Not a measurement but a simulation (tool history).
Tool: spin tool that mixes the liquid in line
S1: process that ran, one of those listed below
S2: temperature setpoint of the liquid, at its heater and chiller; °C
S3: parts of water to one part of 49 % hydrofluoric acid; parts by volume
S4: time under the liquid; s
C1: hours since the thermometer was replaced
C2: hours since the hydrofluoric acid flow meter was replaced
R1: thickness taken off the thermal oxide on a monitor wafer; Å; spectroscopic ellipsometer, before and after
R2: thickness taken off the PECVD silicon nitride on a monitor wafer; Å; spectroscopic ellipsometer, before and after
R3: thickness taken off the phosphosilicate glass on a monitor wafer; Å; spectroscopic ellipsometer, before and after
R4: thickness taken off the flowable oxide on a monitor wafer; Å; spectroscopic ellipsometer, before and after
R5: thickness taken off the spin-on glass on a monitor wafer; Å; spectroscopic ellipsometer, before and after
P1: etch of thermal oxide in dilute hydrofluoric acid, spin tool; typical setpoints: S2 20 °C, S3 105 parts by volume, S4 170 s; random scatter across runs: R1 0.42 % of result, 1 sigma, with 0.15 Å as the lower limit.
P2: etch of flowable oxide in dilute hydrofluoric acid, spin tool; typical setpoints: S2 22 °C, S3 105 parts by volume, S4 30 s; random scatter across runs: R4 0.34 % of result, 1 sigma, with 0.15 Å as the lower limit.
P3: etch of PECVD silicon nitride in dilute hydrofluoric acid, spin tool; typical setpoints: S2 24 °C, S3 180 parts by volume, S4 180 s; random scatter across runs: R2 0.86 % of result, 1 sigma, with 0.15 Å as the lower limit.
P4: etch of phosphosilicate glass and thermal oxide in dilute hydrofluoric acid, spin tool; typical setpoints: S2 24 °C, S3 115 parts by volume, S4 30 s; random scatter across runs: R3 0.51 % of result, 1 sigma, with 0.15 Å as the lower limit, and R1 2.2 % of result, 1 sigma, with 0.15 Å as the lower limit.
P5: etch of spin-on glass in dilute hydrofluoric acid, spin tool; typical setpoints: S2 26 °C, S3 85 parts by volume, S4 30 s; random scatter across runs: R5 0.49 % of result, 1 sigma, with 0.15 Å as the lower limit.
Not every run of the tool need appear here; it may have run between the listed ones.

Run 1, day 0.15: S1 P1, S2 20 °C, S3 105 parts by volume, S4 170 s; C1 233.4; C2 646.4. Result: R1 65.446 Å.
Run 2, day 0.246: S1 P1, S2 20 °C, S3 105 parts by volume, S4 170 s; C1 235.7; C2 648.7. Result: R1 65.928 Å.
Run 3, day 0.375: S1 P3, S2 24 °C, S3 90 parts by volume, S4 180 s; C1 238.8; C2 651.8. Result: R2 52.217 Å.
Run 4, day 0.483: S1 P4, S2 24 °C, S3 115 parts by volume, S4 60 s; C1 241.4; C2 654.4. Result: R1 24.047 Å, R3 662.23 Å.
Run 5, day 0.562: S1 P4, S2 18 °C, S3 115 parts by volume, S4 30 s; C1 243.3; C2 656.3. Result: R1 9.1668 Å, R3 261.16 Å.
Run 6, day 0.7: S1 P2, S2 17 °C, S3 105 parts by volume, S4 30 s; C1 246.6; C2 659.6. Result: R4 57.045 Å.
Run 7, day 0.833: S1 P1, S2 17 °C, S3 105 parts by volume, S4 170 s; C1 249.8; C2 662.8. Result: R1 57.736 Å.
Run 8, day 0.921: S1 P5, S2 26 °C, S3 85 parts by volume, S4 30 s; C1 251.9; C2 664.9. Result: R5 168.82 Å.
At day 0.942: hydrofluoric acid flow meter replaced.
Run 9, day 1.042: S1 P1, S2 27.5 °C, S3 105 parts by volume, S4 170 s; C1 254.8; C2 2.4. Result: R1 88.592 Å.
Run 10, day 1.154: S1 P2, S2 22 °C, S3 175 parts by volume, S4 30 s; C1 257.5; C2 5.1. Result: R4 38.694 Å.
Run 11, day 1.308: S1 P1, S2 20 °C, S3 45 parts by volume, S4 170 s; C1 261.2; C2 8.8. Result: R1 163.93 Å.
Run 12, day 1.388: S1 P1, S2 20 °C, S3 105 parts by volume, S4 170 s; C1 263.1; C2 10.7. Result: R1 65.116 Å.
Run 13, day 1.467: S1 P2, S2 22 °C, S3 105 parts by volume, S4 30 s; C1 265; C2 12.6. Result: R4 69.774 Å.
Run 14, day 1.633: S1 P1, S2 20 °C, S3 105 parts by volume, S4 170 s; C1 269; C2 16.6. Result: R1 65.238 Å.
Run 15, day 1.758: S1 P1, S2 20 °C, S3 105 parts by volume, S4 170 s; C1 272; C2 19.6. Result: R1 65.582 Å.
Run 16, day 1.875: S1 P3, S2 24 °C, S3 180 parts by volume, S4 70 s; C1 274.8; C2 22.4. Result: R2 10.659 Å.
Run 17, day 1.958: S1 P4, S2 24 °C, S3 115 parts by volume, S4 30 s; C1 276.8; C2 24.4. Result: R1 11.974 Å, R3 334.05 Å.
Run 18, day 2.058: S1 P1, S2 20 °C, S3 155 parts by volume, S4 170 s; C1 279.2; C2 26.8. Result: R1 42.39 Å.
Run 19, day 2.221: S1 P1, S2 20 °C, S3 105 parts by volume, S4 170 s; C1 283.1; C2 30.7. Result: R1 66.156 Å.
Run 20, day 2.379: S1 P5, S2 26 °C, S3 85 parts by volume, S4 45 s; C1 286.9; C2 34.5. Result: R5 255.7 Å.
Run 21, day 2.533: S1 P1, S2 20 °C, S3 105 parts by volume, S4 335 s; C1 290.6; C2 38.2. Result: R1 129.07 Å.
Run 22, day 2.621: S1 P5, S2 26 °C, S3 50 parts by volume, S4 30 s; C1 292.7; C2 40.3. Result: R5 302.43 Å.
Run 23, day 2.75: S1 P5, S2 19 °C, S3 85 parts by volume, S4 30 s; C1 295.8; C2 43.4. Result: R5 126.81 Å.
Run 24, day 2.9: S1 P3, S2 24 °C, S3 180 parts by volume, S4 180 s; C1 299.4; C2 47. Result: R2 27.145 Å.
Run 25, day 3.067: S1 P4, S2 24 °C, S3 115 parts by volume, S4 30 s; C1 303.4; C2 51. Result: R1 12.664 Å, R3 329.99 Å.
Run 26, day 3.154: S1 P1, S2 25.5 °C, S3 105 parts by volume, S4 20 s; C1 305.5; C2 53.1. Result: R1 9.5539 Å.
Run 27, day 3.262: S1 P4, S2 24 °C, S3 25 parts by volume, S4 30 s; C1 308.1; C2 55.7. Result: R1 61.977 Å, R3 1718 Å.
Run 28, day 3.396: S1 P1, S2 20 °C, S3 105 parts by volume, S4 85 s; C1 311.3; C2 58.9. Result: R1 33.182 Å.
Run 29, day 3.512: S1 P3, S2 17 °C, S3 180 parts by volume, S4 180 s; C1 314.1; C2 61.7. Result: R2 17.023 Å.
Run 30, day 3.638: S1 P2, S2 22 °C, S3 105 parts by volume, S4 15 s; C1 317.1; C2 64.7. Result: R4 34.711 Å.
Run 31, day 3.712: S1 P1, S2 20 °C, S3 105 parts by volume, S4 170 s; C1 318.9; C2 66.5. Result: R1 65.57 Å.
Run 32, day 3.8: S1 P1, S2 20 °C, S3 105 parts by volume, S4 170 s; C1 321; C2 68.6. Result: R1 64.562 Å.
Run 33, day 3.971: S1 P1, S2 20 °C, S3 105 parts by volume, S4 170 s; C1 325.1; C2 72.7. Result: R1 62.179 Å.
Run 34, day 4.133: S1 P1, S2 20 °C, S3 105 parts by volume, S4 170 s; C1 329; C2 76.6. Result: R1 61.592 Å.
Run 35, day 4.212: S1 P1, S2 20 °C, S3 105 parts by volume, S4 170 s; C1 330.9; C2 78.5. Result: R1 60.302 Å.
Run 36, day 4.367: S1 P1, S2 20 °C, S3 105 parts by volume, S4 170 s; C1 334.6; C2 82.2. Result: R1 61.042 Å.
Run 37, day 4.525: S1 P1, S2 20 °C, S3 105 parts by volume, S4 170 s; C1 338.4; C2 86. Result: R1 60.361 Å.
Run 38, day 4.679: S1 P1, S2 20 °C, S3 105 parts by volume, S4 170 s; C1 342.1; C2 89.7. Result: R1 60.063 Å.
Run 39, day 4.812: S1 P1, S2 20 °C, S3 105 parts by volume, S4 170 s; C1 345.3; C2 92.9. Result: R1 60.084 Å.
Run 40, day 4.975: S1 P1, S2 20 °C, S3 105 parts by volume, S4 170 s; C1 349.2; C2 96.8. Result: R1 60.441 Å.

The log shows P1 creeping away from where it was. Any of the 2 causes listed here, at the size stated for it, fits the log just as well as the others:
A: hydrofluoric acid flow below the setpoint (%) = 7.71
B: liquid colder than its thermometer reads (K) = 2.18
Creep in the process output first set in at about day 3.712.

Which of the check runs below tells the causes apart, meaning the causes would give it clearly different results? Each run uses 2 wafers whose results are averaged, and each result is shown as a question mark.
Run check 1, day 5.138: S1 P2, S2 22 °C, S3 105 parts by volume, S4 30 s. Result: R4 ?.
Run check 2, day 5.138: S1 P3, S2 24 °C, S3 180 parts by volume, S4 180 s. Result: R2 ?.
Run check 3, day 5.138: S1 P4, S2 24 °C, S3 115 parts by volume, S4 30 s. Result: R1 ?, R3 ?.
Run check 4, day 5.138: S1 P5, S2 26 °C, S3 85 parts by volume, S4 30 s. Result: R5 ?.

How each check would come out, cause by cause:
  check  result    if A    if B
check 1      R4  63.586  63.702
check 2      R2  24.938  23.465
check 3      R1  10.825  10.883
check 3      R3  302.78  304.42
check 4      R5  154.74  155.19
Gap, in per cent, between the two causes that each check separates least, read from the result that separates them most: check 1 0.18 %; check 2 6.09 %; check 3 0.54 %; check 4 0.29 %
Only check 2 tells the causes apart: in the others they would give nearly the same result.

Check 2 was carried out, with these results: R2 24.93 Å. Which of the listed causes is responsible?

A is the cause: hydrofluoric acid flow below the setpoint (%).
